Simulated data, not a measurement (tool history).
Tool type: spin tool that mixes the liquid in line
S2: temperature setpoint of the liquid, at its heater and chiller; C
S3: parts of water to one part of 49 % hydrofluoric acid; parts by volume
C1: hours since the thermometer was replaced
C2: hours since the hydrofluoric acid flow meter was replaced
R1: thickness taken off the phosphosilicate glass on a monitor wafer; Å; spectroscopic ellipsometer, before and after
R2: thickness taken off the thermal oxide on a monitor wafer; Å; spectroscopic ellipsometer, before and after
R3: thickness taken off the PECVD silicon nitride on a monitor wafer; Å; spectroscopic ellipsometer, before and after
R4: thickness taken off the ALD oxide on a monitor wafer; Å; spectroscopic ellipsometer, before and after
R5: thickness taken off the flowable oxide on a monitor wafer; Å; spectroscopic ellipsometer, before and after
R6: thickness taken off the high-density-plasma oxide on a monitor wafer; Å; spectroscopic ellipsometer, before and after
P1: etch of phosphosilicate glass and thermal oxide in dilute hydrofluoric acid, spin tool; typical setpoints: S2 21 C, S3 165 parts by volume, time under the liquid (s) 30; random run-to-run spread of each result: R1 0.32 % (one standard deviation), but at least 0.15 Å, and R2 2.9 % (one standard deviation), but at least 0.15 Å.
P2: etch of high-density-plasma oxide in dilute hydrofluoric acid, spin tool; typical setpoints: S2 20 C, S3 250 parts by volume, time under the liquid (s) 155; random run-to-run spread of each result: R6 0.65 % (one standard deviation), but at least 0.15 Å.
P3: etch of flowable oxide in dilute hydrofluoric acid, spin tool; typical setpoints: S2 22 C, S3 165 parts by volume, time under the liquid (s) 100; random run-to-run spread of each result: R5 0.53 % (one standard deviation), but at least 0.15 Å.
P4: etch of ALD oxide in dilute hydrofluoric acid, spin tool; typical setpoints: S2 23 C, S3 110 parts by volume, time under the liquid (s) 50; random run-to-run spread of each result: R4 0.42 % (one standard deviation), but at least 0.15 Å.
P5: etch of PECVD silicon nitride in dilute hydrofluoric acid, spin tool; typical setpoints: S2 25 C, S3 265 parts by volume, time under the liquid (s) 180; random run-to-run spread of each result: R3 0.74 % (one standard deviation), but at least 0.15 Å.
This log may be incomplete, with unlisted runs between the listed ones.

run 1 hour=17.4 | process_that_ran=P1 S2=21 S3=165 time_under_the_liquid_(s)=30 | C1=642.8 C2=402.5 | R1=173.81 R2=6.6482
run 2 hour=26.7 | process_that_ran=P5 S2=25 S3=265 time_under_the_liquid_(s)=20 | C1=652.1 C2=411.8 | R3=4.0056
run 3 hour=40.3 | process_that_ran=P4 S2=23 S3=30 time_under_the_liquid_(s)=50 | C1=665.7 C2=425.4 | R4=236.6
run 4 hour=58.2 | process_that_ran=P5 S2=25 S3=455 time_under_the_liquid_(s)=180 | C1=683.6 C2=443.3 | R3=21.487
run 5 hour=68.9 | process_that_ran=P1 S2=21 S3=165 time_under_the_liquid_(s)=30 | C1=694.3 C2=454 | R1=173.32 R2=7.1115
run 6 hour=80.3 | process_that_ran=P4 S2=23 S3=110 time_under_the_liquid_(s)=100 | C1=705.7 C2=465.4 | R4=117.59
run 7 hour=95.8 | process_that_ran=P3 S2=22 S3=165 time_under_the_liquid_(s)=100 | C1=721.2 C2=480.9 | R5=237.21
run 8 hour=106.9 | process_that_ran=P2 S2=20 S3=250 time_under_the_liquid_(s)=80 | C1=732.3 C2=492 | R6=20.484
run 9 hour=124.4 | process_that_ran=P3 S2=17 S3=165 time_under_the_liquid_(s)=100 | C1=749.8 C2=509.5 | R5=192.89
run 10 hour=133.2 | process_that_ran=P1 S2=21 S3=165 time_under_the_liquid_(s)=15 | C1=758.6 C2=518.3 | R1=87.38 R2=3.7792
run 11 hour=149.6 | process_that_ran=P3 S2=22 S3=100 time_under_the_liquid_(s)=100 | C1=775 C2=534.7 | R5=418.71
run 12 hour=160 | process_that_ran=P5 S2=18.5 S3=265 time_under_the_liquid_(s)=180 | C1=785.4 C2=545.1 | R3=24.389
run 13 hour=176.8 | process_that_ran=P1 S2=21 S3=35 time_under_the_liquid_(s)=30 | C1=802.2 C2=561.9 | R1=947.55 R2=35.668
run 14 hour=189.4 | process_that_ran=P1 S2=21 S3=165 time_under_the_liquid_(s)=30 | C1=814.8 C2=574.5 | R1=174.57 R2=6.7281
run 15 hour=206.7 | process_that_ran=P1 S2=21 S3=165 time_under_the_liquid_(s)=30 | C1=832.1 C2=591.8 | R1=174.31 R2=7.4078
run 16 hour=224.4 | process_that_ran=P2 S2=25 S3=250 time_under_the_liquid_(s)=155 | C1=849.8 C2=609.5 | R6=46.915
run 17 hour=238.9 | process_that_ran=P3 S2=22 S3=165 time_under_the_liquid_(s)=100 | C1=864.3 C2=624 | R5=238.05
run 18 hour=252.8 | process_that_ran=P2 S2=20 S3=250 time_under_the_liquid_(s)=155 | C1=878.2 C2=637.9 | R6=39.69
run 19 hour=261.2 | process_that_ran=P1 S2=21 S3=165 time_under_the_liquid_(s)=50 | C1=886.6 C2=646.3 | R1=289.88 R2=11.971
run 20 hour=270.6 | process_that_ran=P2 S2=20 S3=140 time_under_the_liquid_(s)=155 | C1=896 C2=655.7 | R6=78.207

Predict the results of run 21:
run 21 hour=285.8 | process_that_ran=P4 S2=23 S3=110 time_under_the_liquid_(s)=50 | C1=911.2 C2=670.9 | R4=?

Run 21 yielded R4 58.631 Å.
